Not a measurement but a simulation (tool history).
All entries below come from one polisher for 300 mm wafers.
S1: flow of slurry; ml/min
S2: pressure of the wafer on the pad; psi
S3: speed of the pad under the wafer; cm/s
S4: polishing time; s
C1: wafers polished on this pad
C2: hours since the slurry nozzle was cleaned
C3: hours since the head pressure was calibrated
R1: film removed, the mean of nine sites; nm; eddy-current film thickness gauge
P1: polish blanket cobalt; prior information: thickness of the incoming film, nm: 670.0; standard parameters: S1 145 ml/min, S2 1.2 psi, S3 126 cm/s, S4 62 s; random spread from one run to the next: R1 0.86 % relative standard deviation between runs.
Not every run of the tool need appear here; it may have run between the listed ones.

{"run": 1, "day": 0.288, "S1": 145, "S2": 1.2, "S3": 126, "S4": 62, "C1": 642, "C2": 54.7, "C3": 213.9, "R1": 236.44}
{"run": 2, "day": 0.512, "S1": 145, "S2": 1.2, "S3": 190, "S4": 62, "C1": 704, "C2": 60.1, "C3": 219.3, "R1": 356.71}
{"run": 3, "day": 0.7, "S1": 145, "S2": 1.2, "S3": 126, "S4": 62, "C1": 755, "C2": 64.6, "C3": 223.8, "R1": 235.22}
{"run": 4, "day": 1.029, "S1": 145, "S2": 1.7, "S3": 126, "S4": 62, "C1": 845, "C2": 72.5, "C3": 231.7, "R1": 332.78}
{"run": 5, "day": 1.296, "S1": 145, "S2": 1.2, "S3": 126, "S4": 42, "C1": 918, "C2": 78.9, "C3": 238.1, "R1": 156.47}
{"run": 6, "day": 1.512, "S1": 145, "S2": 1.2, "S3": 126, "S4": 62, "C1": 978, "C2": 84.1, "C3": 243.3, "R1": 233.23}
{"run": 7, "day": 1.725, "S1": 145, "S2": 1.2, "S3": 126, "S4": 62, "C1": 1036, "C2": 89.2, "C3": 248.4, "R1": 237.43}
{"run": 8, "day": 1.975, "S1": 145, "S2": 1.2, "S3": 126, "S4": 62, "C1": 1104, "C2": 95.2, "C3": 254.4, "R1": 234.26}
{"run": 9, "day": 2.3, "S1": 145, "S2": 1.7, "S3": 126, "S4": 46, "C1": 1193, "C2": 103.0, "C3": 262.2, "R1": 244.59}
{"run": 10, "day": 2.525, "S1": 200, "S2": 1.2, "S3": 126, "S4": 62, "C1": 1255, "C2": 108.4, "C3": 267.6, "R1": 245.14}
{"run": 11, "day": 2.762, "S1": 145, "S2": 1.2, "S3": 126, "S4": 62, "C1": 1320, "C2": 114.1, "C3": 273.3, "R1": 236.78}
{"run": 12, "day": 2.996, "S1": 85, "S2": 1.2, "S3": 126, "S4": 62, "C1": 1383, "C2": 119.7, "C3": 278.9, "R1": 206.29}
{"run": 13, "day": 3.308, "S1": 145, "S2": 0.6, "S3": 126, "S4": 62, "C1": 1469, "C2": 127.2, "C3": 286.4, "R1": 117.15}
{"run": 14, "day": 3.583, "S1": 145, "S2": 1.2, "S3": 56, "S4": 62, "C1": 1544, "C2": 133.8, "C3": 293.0, "R1": 103.04}

Estimate the outcome of run 15 from the log above:
{"run": 15, "day": 3.871, "S1": 145, "S2": 1.2, "S3": 126, "S4": 98, "C1": 1623, "C2": 140.7, "C3": 299.9, "R1": "?"}

For run 15 the tool returned R1 368.07 nm.
